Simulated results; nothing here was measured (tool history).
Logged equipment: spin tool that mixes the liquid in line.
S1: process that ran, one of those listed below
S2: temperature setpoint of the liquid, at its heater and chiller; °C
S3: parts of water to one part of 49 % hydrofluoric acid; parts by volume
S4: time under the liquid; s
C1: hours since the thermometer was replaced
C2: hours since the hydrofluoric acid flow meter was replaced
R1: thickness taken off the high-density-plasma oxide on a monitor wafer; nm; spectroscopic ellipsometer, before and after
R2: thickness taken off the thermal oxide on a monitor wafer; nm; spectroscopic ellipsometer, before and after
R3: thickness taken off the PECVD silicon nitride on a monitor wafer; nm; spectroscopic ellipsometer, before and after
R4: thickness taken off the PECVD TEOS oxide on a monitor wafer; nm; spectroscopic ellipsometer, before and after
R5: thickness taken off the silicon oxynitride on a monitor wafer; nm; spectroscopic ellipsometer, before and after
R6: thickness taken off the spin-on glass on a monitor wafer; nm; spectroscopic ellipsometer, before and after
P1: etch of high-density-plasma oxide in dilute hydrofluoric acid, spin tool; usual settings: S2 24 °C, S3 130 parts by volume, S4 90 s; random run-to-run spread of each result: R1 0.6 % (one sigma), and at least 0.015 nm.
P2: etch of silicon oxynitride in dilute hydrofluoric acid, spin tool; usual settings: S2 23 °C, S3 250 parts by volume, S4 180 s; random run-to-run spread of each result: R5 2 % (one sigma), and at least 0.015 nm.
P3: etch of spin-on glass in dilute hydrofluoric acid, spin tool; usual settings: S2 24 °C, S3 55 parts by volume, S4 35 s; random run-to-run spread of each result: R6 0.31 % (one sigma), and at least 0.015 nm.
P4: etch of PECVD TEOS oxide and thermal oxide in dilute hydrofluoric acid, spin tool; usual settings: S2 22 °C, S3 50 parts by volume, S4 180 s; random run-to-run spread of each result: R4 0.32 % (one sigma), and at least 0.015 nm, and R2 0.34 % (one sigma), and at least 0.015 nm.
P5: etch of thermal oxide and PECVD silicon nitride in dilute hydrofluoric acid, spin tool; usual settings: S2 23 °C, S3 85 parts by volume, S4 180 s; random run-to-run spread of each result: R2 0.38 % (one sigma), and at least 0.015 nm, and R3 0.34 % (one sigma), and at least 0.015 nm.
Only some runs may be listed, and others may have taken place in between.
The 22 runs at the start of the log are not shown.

{"run": 23, "hour": 236.7, "S1": "P2", "S2": 23, "S3": 250, "S4": 180, "C1": 711.9, "C2": 1444.4, "R5": 1.0532}
{"run": 24, "hour": 248.2, "S1": "P3", "S2": 24, "S3": 55, "S4": 20, "C1": 723.4, "C2": 1455.9, "R6": 13.213}
{"run": 25, "hour": 262.2, "S1": "P1", "S2": 24, "S3": 225, "S4": 90, "C1": 737.4, "C2": 1469.9, "R1": 2.6712}
{"run": 26, "hour": 274.8, "S1": "P5", "S2": 27, "S3": 85, "S4": 180, "C1": 750, "C2": 1482.5, "R2": 11.778, "R3": 14.021}
{"run": 27, "hour": 285.1, "S1": "P5", "S2": 23, "S3": 85, "S4": 180, "C1": 760.3, "C2": 1492.8, "R2": 9.9443, "R3": 10.848}
{"run": 28, "hour": 299.0, "S1": "P1", "S2": 24, "S3": 130, "S4": 90, "C1": 774.2, "C2": 1506.7, "R1": 5.075}
{"run": 29, "hour": 311.0, "S1": "P1", "S2": 31, "S3": 130, "S4": 90, "C1": 786.2, "C2": 1518.7, "R1": 6.7145}
{"run": 30, "hour": 323.8, "S1": "P4", "S2": 22, "S3": 50, "S4": 180, "C1": 799, "C2": 1531.5, "R2": 17.345, "R4": 30.211}
{"run": 31, "hour": 337.6, "S1": "P3", "S2": 19.5, "S3": 55, "S4": 35, "C1": 812.8, "C2": 1545.3, "R6": 19.198}
{"run": 32, "hour": 344.0, "S1": "P3", "S2": 24, "S3": 55, "S4": 35, "C1": 819.2, "C2": 1551.7, "R6": 23.006}
{"run": 33, "hour": 356.9, "S1": "P2", "S2": 23, "S3": 250, "S4": 310, "C1": 832.1, "C2": 1564.6, "R5": 1.8904}
{"run": 34, "hour": 367.3, "S1": "P1", "S2": 24, "S3": 130, "S4": 90, "C1": 842.5, "C2": 1575, "R1": 5.1355}
{"run": 35, "hour": 376.0, "S1": "P1", "S2": 24, "S3": 130, "S4": 90, "C1": 851.2, "C2": 1583.7, "R1": 5.2716}
{"run": 36, "hour": 388.0, "S1": "P1", "S2": 24, "S3": 130, "S4": 90, "C1": 863.2, "C2": 1595.7, "R1": 5.3611}
{"run": 37, "hour": 399.0, "S1": "P1", "S2": 24, "S3": 130, "S4": 90, "C1": 874.2, "C2": 1606.7, "R1": 5.435}
{"run": 38, "hour": 407.2, "S1": "P1", "S2": 24, "S3": 130, "S4": 90, "C1": 882.4, "C2": 1614.9, "R1": 5.3419}
{"run": 39, "hour": 419.6, "S1": "P1", "S2": 24, "S3": 130, "S4": 90, "C1": 894.8, "C2": 1627.3, "R1": 5.4342}
{"run": 40, "hour": 430.7, "S1": "P1", "S2": 24, "S3": 130, "S4": 90, "C1": 905.9, "C2": 1638.4, "R1": 5.4341}

Expected results for the next run?
{"run": 41, "hour": 441.0, "S1": "P1", "S2": 24, "S3": 130, "S4": 90, "C1": 916.2, "C2": 1648.7, "R1": "?"}

R1: 5.5262 nm
